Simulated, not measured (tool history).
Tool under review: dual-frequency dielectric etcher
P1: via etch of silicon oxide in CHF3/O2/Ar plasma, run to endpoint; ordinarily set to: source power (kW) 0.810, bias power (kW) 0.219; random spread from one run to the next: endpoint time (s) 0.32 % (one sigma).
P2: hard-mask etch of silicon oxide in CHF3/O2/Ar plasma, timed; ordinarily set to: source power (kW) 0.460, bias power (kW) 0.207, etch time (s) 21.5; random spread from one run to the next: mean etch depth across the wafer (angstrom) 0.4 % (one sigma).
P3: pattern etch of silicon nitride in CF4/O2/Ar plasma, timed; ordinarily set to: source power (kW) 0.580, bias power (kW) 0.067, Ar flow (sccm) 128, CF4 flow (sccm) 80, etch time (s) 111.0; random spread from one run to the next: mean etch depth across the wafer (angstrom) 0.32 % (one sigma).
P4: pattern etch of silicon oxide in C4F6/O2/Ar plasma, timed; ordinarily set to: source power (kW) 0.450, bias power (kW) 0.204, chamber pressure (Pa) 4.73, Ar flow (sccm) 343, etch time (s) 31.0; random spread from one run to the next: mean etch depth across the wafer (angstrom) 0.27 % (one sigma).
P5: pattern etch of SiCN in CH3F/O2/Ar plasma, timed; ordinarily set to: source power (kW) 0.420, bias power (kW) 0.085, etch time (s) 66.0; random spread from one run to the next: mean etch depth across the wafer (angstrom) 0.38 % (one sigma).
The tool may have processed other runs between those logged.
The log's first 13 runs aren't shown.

run   hour  process that ran  source power (kW)  bias power (kW)  chamber pressure (Pa)  Ar flow (sccm)  etch time (s)  CF4 flow (sccm)  hours since the last wet clean  hours since the last source power generator calibration  hours since the last bias power generator calibration  endpoint time (s)  mean etch depth across the wafer (angstrom)
 14  158.4                P3              0.580            0.039                                    128          111.0               80                           365.4                                                    976.8                                                 1558.2                                                         2023.10
 15  166.7                P4              0.450            0.204                   4.73             343           38.5                                            373.7                                                    985.1                                                 1566.5                                                         1317.80
 16  177.1                P5              0.420            0.102                                                  66.0                                            384.1                                                    995.5                                                 1576.9                                                          282.56
 17  192.4                P1              0.810            0.219                                                                                                  399.4                                                   1010.8                                                 1592.2             286.12
 18  201.4                P1              0.810            0.219                                                                                                  408.4                                                   1019.8                                                 1601.2             285.10
 19  208.3                P4              0.450            0.121                   4.73             343           31.0                                            415.3                                                   1026.7                                                 1608.1                                                          899.79
 20  222.6                P5              0.420            0.085                                                  66.0                                            429.6                                                   1041.0                                                 1622.4                                                          262.79
 21  231.0                P1              1.070            0.172                                                                                                  438.0                                                   1049.4                                                 1630.8             278.15
 22  246.0                P1              0.810            0.294                                                                                                  453.0                                                   1064.4                                                 1645.8             257.77
 23  254.2                P3              0.800            0.067                                    128          111.0               80                           461.2                                                   1072.6                                                 1654.0                                                         3305.30
 24  262.8                P5              0.420            0.085                                                  66.0                                            469.8                                                   1081.2                                                 1662.6                                                          265.84
 25  274.6                P3              0.580            0.067                                    128          111.0               56                           481.6                                                   1093.0                                                 1674.4                                                         2394.70
 26  282.0                P1              0.810            0.219                                                                                                  489.0                                                   1100.4                                                 1681.8             284.38

Run 27 comes next. What will it give?
 27  289.2                P2              0.460            0.207                                                  14.0                                            496.2                                                   1107.6                                                 1689.0                                                               ?

For run 27 the tool returned mean etch depth across the wafer (angstrom) 266.14.

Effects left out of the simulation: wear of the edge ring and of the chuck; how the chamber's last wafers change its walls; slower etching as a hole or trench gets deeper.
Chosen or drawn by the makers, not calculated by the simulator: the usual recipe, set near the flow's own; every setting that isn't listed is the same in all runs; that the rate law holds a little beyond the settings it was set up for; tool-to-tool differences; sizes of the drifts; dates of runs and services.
